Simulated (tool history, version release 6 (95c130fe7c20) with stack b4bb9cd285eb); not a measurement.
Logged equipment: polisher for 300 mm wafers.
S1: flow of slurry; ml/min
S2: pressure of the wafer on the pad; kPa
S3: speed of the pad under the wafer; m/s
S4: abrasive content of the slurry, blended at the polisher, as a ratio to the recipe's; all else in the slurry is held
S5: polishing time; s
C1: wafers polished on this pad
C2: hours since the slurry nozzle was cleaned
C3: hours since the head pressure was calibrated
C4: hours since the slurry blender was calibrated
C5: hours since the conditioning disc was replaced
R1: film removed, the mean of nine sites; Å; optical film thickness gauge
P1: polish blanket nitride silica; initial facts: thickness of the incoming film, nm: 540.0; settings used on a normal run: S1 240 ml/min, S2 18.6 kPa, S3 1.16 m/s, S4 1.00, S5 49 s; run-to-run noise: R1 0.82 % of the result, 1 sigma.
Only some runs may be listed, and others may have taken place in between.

run 1 hour=3.9 | S1=240 S2=18.6 S3=1.16 S4=1.00 S5=49 | C1=466 C2=397.3 C3=434.9 C4=274.8 C5=191.7 | R1=244.72
run 2 hour=7.6 | S1=145 S2=18.6 S3=1.16 S4=1.00 S5=49 | C1=518 C2=401.0 C3=438.6 C4=278.5 C5=195.4 | R1=229.48
run 3 hour=12.1 | S1=240 S2=18.6 S3=1.16 S4=1.45 S5=49 | C1=582 C2=405.5 C3=443.1 C4=283.0 C5=199.9 | R1=287.67
run 4 hour=15.0 | S1=180 S2=18.6 S3=0.72 S4=1.00 S5=49 | C1=624 C2=408.4 C3=446.0 C4=285.9 C5=202.8 | R1=162.83
run 5 hour=19.2 | S1=145 S2=18.6 S3=1.16 S4=0.65 S5=49 | C1=683 C2=412.6 C3=450.2 C4=290.1 C5=207.0 | R1=184.01
run 6 hour=24.1 | S1=240 S2=18.6 S3=1.16 S4=1.00 S5=49 | C1=753 C2=417.5 C3=455.1 C4=295.0 C5=211.9 | R1=244.45
run 7 hour=28.6 | S1=240 S2=18.6 S3=1.16 S4=1.00 S5=49 | C1=817 C2=422.0 C3=459.6 C4=299.5 C5=216.4 | R1=247.07
run 8 hour=31.9 | S1=240 S2=18.6 S3=0.58 S4=1.00 S5=49 | C1=864 C2=425.3 C3=462.9 C4=302.8 C5=219.7 | R1=141.84
run 9 hour=36.6 | S1=240 S2=18.6 S3=1.16 S4=1.00 S5=77 | C1=931 C2=430.0 C3=467.6 C4=307.5 C5=224.4 | R1=386.85
run 10 hour=40.9 | S1=240 S2=29.0 S3=1.16 S4=1.00 S5=49 | C1=992 C2=434.3 C3=471.9 C4=311.8 C5=228.7 | R1=384.50
run 11 hour=44.1 | S1=240 S2=9.0 S3=1.16 S4=1.00 S5=49 | C1=1038 C2=437.5 C3=475.1 C4=315.0 C5=231.9 | R1=118.27
run 12 hour=49.2 | S1=240 S2=12.4 S3=1.54 S4=1.00 S5=49 | C1=1110 C2=442.6 C3=480.2 C4=320.1 C5=237.0 | R1=206.32
run 13 hour=51.6 | S1=240 S2=18.6 S3=1.16 S4=1.00 S5=49 | C1=1145 C2=445.0 C3=482.6 C4=322.5 C5=239.4 | R1=247.28
run 14 hour=56.4 | S1=240 S2=18.6 S3=1.16 S4=0.50 S5=49 | C1=1213 C2=449.8 C3=487.4 C4=327.3 C5=244.2 | R1=169.58
run 15 hour=61.6 | S1=240 S2=18.6 S3=1.16 S4=1.00 S5=22 | C1=1287 C2=455.0 C3=492.6 C4=332.5 C5=249.4 | R1=110.92
run 16 hour=64.4 | S1=335 S2=18.6 S3=1.16 S4=1.00 S5=49 | C1=1327 C2=457.8 C3=495.4 C4=335.3 C5=252.2 | R1=254.39
run 17 hour=68.4 | S1=240 S2=18.6 S3=1.16 S4=1.00 S5=49 | C1=1384 C2=461.8 C3=499.4 C4=339.3 C5=256.2 | R1=243.85
run 18 hour=73.5 | S1=240 S2=18.6 S3=1.50 S4=1.00 S5=49 | C1=1456 C2=466.9 C3=504.5 C4=344.4 C5=261.3 | R1=302.65
run 19 hour=75.9 | S1=240 S2=18.6 S3=1.16 S4=1.00 S5=49 | C1=1490 C2=469.3 C3=506.9 C4=346.8 C5=263.7 | R1=247.98
run 20 hour=79.4 | S1=240 S2=18.6 S3=1.16 S4=1.00 S5=49 | C1=1540 C2=472.8 C3=510.4 C4=350.3 C5=267.2 | R1=239.77
run 21 hour=83.3 | S1=240 S2=18.6 S3=1.16 S4=1.00 S5=49 | C1=1596 C2=476.7 C3=514.3 C4=354.2 C5=271.1 | R1=234.94
run 22 hour=88.3 | S1=240 S2=18.6 S3=1.16 S4=1.00 S5=49 | C1=1667 C2=481.7 C3=519.3 C4=359.2 C5=276.1 | R1=232.80
-- hour=93.1 conditioning disc replaced and pad reconditioned
run 23 hour=93.5 | S1=240 S2=18.6 S3=1.16 S4=1.00 S5=49 | C1=1741 C2=486.9 C3=524.5 C4=364.4 C5=0.4 | R1=230.54
run 24 hour=95.9 | S1=240 S2=18.6 S3=1.16 S4=1.00 S5=49 | C1=1775 C2=489.3 C3=526.9 C4=366.8 C5=2.8 | R1=231.24
run 25 hour=99.3 | S1=240 S2=18.6 S3=1.16 S4=1.00 S5=49 | C1=1824 C2=492.7 C3=530.3 C4=370.2 C5=6.2 | R1=228.71
-- hour=102.5 slurry nozzle cleaned
-- hour=102.8 head pressure recalibrated
run 26 hour=104.5 | S1=240 S2=18.6 S3=1.16 S4=1.00 S5=49 | C1=1898 C2=2.0 C3=1.8 C4=375.4 C5=11.4 | R1=224.88

Expected results for the next run?
run 27 hour=107.6 | S1=240 S2=18.6 S3=1.16 S4=1.00 S5=49 | C1=1942 C2=5.1 C3=4.9 C4=378.5 C5=14.5 | R1=?

Run 27 gave R1 229.40 Å.
